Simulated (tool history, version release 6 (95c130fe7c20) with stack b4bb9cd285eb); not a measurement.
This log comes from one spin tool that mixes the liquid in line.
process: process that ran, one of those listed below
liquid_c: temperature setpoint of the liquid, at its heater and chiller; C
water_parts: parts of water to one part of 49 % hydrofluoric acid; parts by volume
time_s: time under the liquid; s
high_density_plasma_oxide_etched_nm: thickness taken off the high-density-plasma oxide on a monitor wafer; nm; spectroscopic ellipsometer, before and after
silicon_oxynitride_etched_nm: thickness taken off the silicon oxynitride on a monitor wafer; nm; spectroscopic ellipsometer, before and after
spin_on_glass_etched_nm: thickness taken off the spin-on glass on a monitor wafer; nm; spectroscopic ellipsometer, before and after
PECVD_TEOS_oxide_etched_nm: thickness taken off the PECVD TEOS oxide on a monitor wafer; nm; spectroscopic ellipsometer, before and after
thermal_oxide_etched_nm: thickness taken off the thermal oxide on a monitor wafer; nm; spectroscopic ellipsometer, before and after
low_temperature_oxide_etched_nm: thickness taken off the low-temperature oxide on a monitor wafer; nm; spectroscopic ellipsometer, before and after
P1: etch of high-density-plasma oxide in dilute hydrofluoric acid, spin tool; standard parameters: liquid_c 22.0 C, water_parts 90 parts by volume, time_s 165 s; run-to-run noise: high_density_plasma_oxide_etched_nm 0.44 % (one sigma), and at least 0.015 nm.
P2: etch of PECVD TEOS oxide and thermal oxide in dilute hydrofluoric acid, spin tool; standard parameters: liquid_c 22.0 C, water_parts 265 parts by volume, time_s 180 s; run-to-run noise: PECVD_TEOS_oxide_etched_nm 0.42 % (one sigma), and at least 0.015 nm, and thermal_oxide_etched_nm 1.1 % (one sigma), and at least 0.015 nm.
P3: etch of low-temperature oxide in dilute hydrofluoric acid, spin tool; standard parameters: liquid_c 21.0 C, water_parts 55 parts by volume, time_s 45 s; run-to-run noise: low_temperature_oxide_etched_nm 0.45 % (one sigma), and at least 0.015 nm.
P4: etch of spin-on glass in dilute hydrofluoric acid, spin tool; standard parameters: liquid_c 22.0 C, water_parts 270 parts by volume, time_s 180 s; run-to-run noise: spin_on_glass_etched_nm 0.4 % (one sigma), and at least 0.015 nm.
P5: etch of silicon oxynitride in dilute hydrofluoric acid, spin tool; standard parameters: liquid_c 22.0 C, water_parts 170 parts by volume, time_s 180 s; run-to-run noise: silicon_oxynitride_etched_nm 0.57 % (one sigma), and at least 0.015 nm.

run	hour	process	liquid_c	water_parts	time_s	high_density_plasma_oxide_etched_nm	silicon_oxynitride_etched_nm	spin_on_glass_etched_nm	PECVD_TEOS_oxide_etched_nm	thermal_oxide_etched_nm	low_temperature_oxide_etched_nm
1	14.2	P1	22.0	90	165	9.2997					
2	23.0	P5	22.0	170	180		4.26710				
3	37.0	P4	22.0	100	180			43.951			
4	52.0	P1	22.0	55	165	15.8380					
5	60.9	P5	22.0	170	20		0.46668				
6	73.7	P1	22.0	90	165	9.2779					
7	82.2	P5	22.0	170	180		4.23040				
8	91.0	P5	17.0	170	180		3.35740				
9	100.4	P5	22.0	305	180		2.17940				
10	116.4	P2	22.0	265	345				29.7630	4.8269	
11	123.6	P4	22.0	270	180			13.543			
12	135.0	P1	28.5	90	165	12.0260					
13	150.8	P2	17.5	265	180				13.0150	2.0949	
14	161.4	P2	22.0	480	180				7.0889	1.1740	
15	176.5	P1	17.0	55	165	12.8650					
16	185.0	P4	29.0	270	180			17.454			
17	200.8	P2	22.0	265	180				15.4490	2.5287	
18	211.6	P1	22.0	90	165	9.3046					
19	222.4	P3	21.0	55	15						5.4959
20	230.4	P1	22.0	90	45	2.5227					
21	244.3	P3	27.5	55	45						21.5610
22	253.1	P1	22.0	90	165	9.2896					
23	267.6	P4	22.0	270	180			13.654			
24	280.9	P1	17.0	90	165	7.5839					
25	297.0	P1	22.0	150	250	7.8221					
26	308.2	P1	22.0	90	300	16.8520					
27	317.8	P1	29.0	90	315	23.1860					
28	327.3	P3	21.0	105	45						8.2555
29	336.9	P1	22.0	125	165	6.4323					
30	348.7	P3	21.0	55	45						16.4990
31	363.5	P4	22.0	270	15			1.121			
32	378.8	P1	22.0	90	165	9.3835					
33	392.2	P1	22.0	90	165	9.7126					
34	400.9	P1	22.0	90	165	9.8674					
35	414.6	P1	22.0	90	165	10.1050					
36	423.6	P1	22.0	90	165	10.1370					
37	430.7	P1	22.0	90	165	10.0930					
38	441.4	P1	22.0	90	165	10.0770					
39	453.6	P1	22.0	90	165	10.1820					

What P1 gives has crept off from where it sat before. The 2 causes that follow fit the log equally well, each at the size noted:
A: hydrofluoric acid flow above the setpoint (%) = 8.24
B: liquid hotter than its thermometer reads (K) = 2.18
The drift started at roughly hour 378.8.

Consider the 4 single-wafer check runs listed below, results given as question marks: which one distinguishes between the causes by giving clearly different results for each?
check 1	465.8	P2	22.0	395	310				?	?	
check 2	465.8	P4	22.0	165	30			?			
check 3	465.8	P3	21.0	85	15						?
check 4	465.8	P5	22.0	295	55		?				

Predicted outcomes, by check and by cause:
check	result	if A	if B
check 1	PECVD_TEOS_oxide_etched_nm	17.6120	17.0440
check 1	thermal_oxide_etched_nm	2.8792	2.7864
check 2	spin_on_glass_etched_nm	4.5282	4.4856
check 3	low_temperature_oxide_etched_nm	3.7524	3.7600
check 4	silicon_oxynitride_etched_nm	0.75458	0.75441
Smallest distance between any two causes, each pair judged by its most separating result, in per cent: check 1 3.28 %; check 2 0.95 %; check 3 0.2 %; check 4 0.02 %
Check 1 is the one run that separates the causes; every other check would come out nearly the same whichever cause is at work.

After running check 1, the following was obtained: PECVD_TEOS_oxide_etched_nm 17.0420 nm; thermal_oxide_etched_nm 2.8080 nm. Which cause does this point to?

The cause is B: liquid hotter than its thermometer reads (K).
